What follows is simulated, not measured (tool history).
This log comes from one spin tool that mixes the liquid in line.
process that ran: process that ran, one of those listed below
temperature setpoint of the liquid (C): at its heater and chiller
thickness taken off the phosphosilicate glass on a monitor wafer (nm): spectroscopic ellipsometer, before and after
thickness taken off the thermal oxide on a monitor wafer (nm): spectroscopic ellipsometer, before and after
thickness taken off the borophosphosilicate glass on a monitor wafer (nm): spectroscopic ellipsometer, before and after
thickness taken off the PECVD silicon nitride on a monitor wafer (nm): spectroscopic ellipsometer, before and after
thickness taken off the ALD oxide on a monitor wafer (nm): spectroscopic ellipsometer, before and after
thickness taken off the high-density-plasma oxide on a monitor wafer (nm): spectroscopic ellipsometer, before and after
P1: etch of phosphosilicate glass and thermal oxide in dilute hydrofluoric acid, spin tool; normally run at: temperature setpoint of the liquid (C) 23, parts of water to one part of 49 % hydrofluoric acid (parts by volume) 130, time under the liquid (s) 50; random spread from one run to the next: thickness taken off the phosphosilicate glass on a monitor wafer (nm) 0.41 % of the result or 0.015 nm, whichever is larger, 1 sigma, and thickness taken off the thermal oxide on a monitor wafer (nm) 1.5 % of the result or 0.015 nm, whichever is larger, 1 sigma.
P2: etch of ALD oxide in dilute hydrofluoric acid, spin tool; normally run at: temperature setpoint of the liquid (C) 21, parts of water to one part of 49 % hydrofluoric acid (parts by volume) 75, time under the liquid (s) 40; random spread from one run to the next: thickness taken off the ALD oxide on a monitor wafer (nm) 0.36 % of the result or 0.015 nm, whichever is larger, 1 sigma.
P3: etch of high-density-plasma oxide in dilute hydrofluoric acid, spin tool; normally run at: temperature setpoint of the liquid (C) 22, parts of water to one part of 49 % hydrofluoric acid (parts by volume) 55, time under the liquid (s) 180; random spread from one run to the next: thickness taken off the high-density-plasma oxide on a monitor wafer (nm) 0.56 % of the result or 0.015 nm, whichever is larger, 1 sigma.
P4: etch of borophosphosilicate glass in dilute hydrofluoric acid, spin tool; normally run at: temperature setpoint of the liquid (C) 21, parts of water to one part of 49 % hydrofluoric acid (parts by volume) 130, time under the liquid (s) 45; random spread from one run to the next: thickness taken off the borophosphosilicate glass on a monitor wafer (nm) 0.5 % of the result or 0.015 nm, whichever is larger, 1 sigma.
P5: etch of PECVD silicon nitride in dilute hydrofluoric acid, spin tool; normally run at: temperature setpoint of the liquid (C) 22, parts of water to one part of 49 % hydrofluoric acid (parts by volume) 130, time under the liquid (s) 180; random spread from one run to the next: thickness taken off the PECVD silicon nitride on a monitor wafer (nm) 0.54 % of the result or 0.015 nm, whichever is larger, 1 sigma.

run,hour,process that ran,temperature setpoint of the liquid (C),parts of water to one part of 49 % hydrofluoric acid (parts by volume),time under the liquid (s),hours since the thermometer was replaced,hours since the hydrofluoric acid flow meter was replaced,thickness taken off the phosphosilicate glass on a monitor wafer (nm),thickness taken off the thermal oxide on a monitor wafer (nm),thickness taken off the borophosphosilicate glass on a monitor wafer (nm),thickness taken off the PECVD silicon nitride on a monitor wafer (nm),thickness taken off the ALD oxide on a monitor wafer (nm),thickness taken off the high-density-plasma oxide on a monitor wafer (nm)
1,8.6,P1,23,130,50,165.7,963.3,21.389,1.7466,,,,
2,18.7,P4,21,180,45,175.8,973.4,,,5.3238,,,
3,32.4,P1,23,230,50,189.5,987.1,10.779,0.90413,,,,
4,43.4,P1,23,130,50,200.5,998.1,21.228,1.724,,,,
5,56.3,P4,21,130,15,213.4,1011,,,2.5857,,,
6,64.6,P5,22,130,180,221.7,1019.3,,,,4.5661,,
7,72.7,P1,30.5,130,50,229.8,1027.4,28.232,2.2885,,,,
8,83.9,P1,23,130,85,241,1038.6,36.242,2.8859,,,,
9,93.6,P2,25,75,40,250.7,1048.3,,,,,11.54,
10,103.6,P1,23,30,50,260.7,1058.3,104.11,8.495,,,,
11,113.3,P4,17,130,45,270.4,1068,,,6.5572,,,
12,127.1,P4,21,130,45,284.2,1081.8,,,7.7314,,,
13,139.8,P1,23,130,15,296.9,1094.5,6.3431,0.51832,,,,
14,147.8,P3,22,55,180,304.9,1102.5,,,,,,16.303
15,156.3,P5,17,130,180,313.4,1111,,,,3.2977,,
16,163.7,P1,23,130,50,320.8,1118.4,21.03,1.6861,,,,
17,177.7,P2,21,75,15,334.8,1132.4,,,,,3.6823,
18,190.2,P1,23,130,50,347.3,1144.9,21.183,1.7122,,,,
19,201.7,P2,21,140,40,358.8,1156.4,,,,,4.8436,
20,214.2,P1,23,130,50,371.3,1168.9,21.098,1.7171,,,,
21,225.8,P3,22,35,180,382.9,1180.5,,,,,,26.034
22,239.2,P5,22,130,295,396.3,1193.9,,,,7.5465,,
23,248,P1,17,130,50,405.1,1202.7,16.716,1.3439,,,,
24,258.5,P5,22,75,180,415.6,1213.2,,,,7.935,,
25,267.8,P3,28.5,55,180,424.9,1222.5,,,,,,21.133
26,280.1,P3,22,55,180,437.2,1234.8,,,,,,16.125
27,288.2,P2,21,75,40,445.3,1242.9,,,,,9.7654,
28,300,P1,23,200,75,457.1,1254.7,19.076,1.5226,,,,
29,306.8,P3,22,55,75,463.9,1261.5,,,,,,6.6905
30,320.4,P4,21,130,45,477.5,1275.1,,,7.6512,,,
31,329.7,P1,23,130,50,486.8,1284.4,21.289,1.7481,,,,

The next listed run, before its measurement:
32,338.1,P1,23,130,50,495.2,1292.8,?,?,,,,

thickness taken off the phosphosilicate glass on a monitor wafer (nm): 21.596
thickness taken off the thermal oxide on a monitor wafer (nm): 1.7215
